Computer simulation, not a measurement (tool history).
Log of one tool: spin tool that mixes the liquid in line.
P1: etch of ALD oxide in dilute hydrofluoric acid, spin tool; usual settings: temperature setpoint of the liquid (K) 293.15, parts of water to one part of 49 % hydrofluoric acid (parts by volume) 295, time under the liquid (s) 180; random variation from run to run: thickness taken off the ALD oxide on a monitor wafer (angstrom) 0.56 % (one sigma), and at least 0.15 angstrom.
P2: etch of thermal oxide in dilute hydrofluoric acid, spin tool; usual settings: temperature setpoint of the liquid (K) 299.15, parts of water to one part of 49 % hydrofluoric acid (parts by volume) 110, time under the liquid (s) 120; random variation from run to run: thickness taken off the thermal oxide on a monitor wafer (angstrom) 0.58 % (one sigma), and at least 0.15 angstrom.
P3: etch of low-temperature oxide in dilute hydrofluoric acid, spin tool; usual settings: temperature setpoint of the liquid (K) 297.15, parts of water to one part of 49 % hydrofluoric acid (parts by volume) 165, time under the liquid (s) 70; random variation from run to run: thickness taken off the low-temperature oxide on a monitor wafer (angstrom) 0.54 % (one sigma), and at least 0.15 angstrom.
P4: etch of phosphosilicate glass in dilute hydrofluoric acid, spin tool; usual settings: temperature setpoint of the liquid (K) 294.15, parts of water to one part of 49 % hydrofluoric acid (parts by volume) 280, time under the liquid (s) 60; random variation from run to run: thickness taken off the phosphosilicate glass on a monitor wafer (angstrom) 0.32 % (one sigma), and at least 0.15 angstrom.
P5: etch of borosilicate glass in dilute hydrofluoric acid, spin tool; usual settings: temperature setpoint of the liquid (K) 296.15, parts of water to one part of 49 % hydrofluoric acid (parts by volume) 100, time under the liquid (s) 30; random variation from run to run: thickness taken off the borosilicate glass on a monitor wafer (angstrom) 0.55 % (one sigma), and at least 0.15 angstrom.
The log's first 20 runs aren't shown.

run,hour,process that ran,temperature setpoint of the liquid (K),parts of water to one part of 49 % hydrofluoric acid (parts by volume),time under the liquid (s),thickness taken off the ALD oxide on a monitor wafer (angstrom),thickness taken off the low-temperature oxide on a monitor wafer (angstrom),thickness taken off the phosphosilicate glass on a monitor wafer (angstrom),thickness taken off the borosilicate glass on a monitor wafer (angstrom),thickness taken off the thermal oxide on a monitor wafer (angstrom)
21,110.4,P2,299.15,110,120,,,,,59.233
22,114.6,P1,297.15,295,15,5.5092,,,,
23,117.9,P1,293.15,295,345,108.6400,,,,
24,123.8,P1,300.65,295,180,73.8690,,,,
25,126.7,P2,299.15,110,120,,,,,58.280
26,133.4,P2,305.15,110,120,,,,,74.483
27,139.1,P1,293.15,540,180,25.1380,,,,
28,145.3,P4,294.15,280,60,,,141.870,,
29,148.7,P4,294.15,440,60,,,78.746,,

The next listed run, before its measurement:
30,152.7,P1,293.15,295,180,?,,,,

{"run 30": {"thickness taken off the ALD oxide on a monitor wafer (angstrom)": 56.628}}

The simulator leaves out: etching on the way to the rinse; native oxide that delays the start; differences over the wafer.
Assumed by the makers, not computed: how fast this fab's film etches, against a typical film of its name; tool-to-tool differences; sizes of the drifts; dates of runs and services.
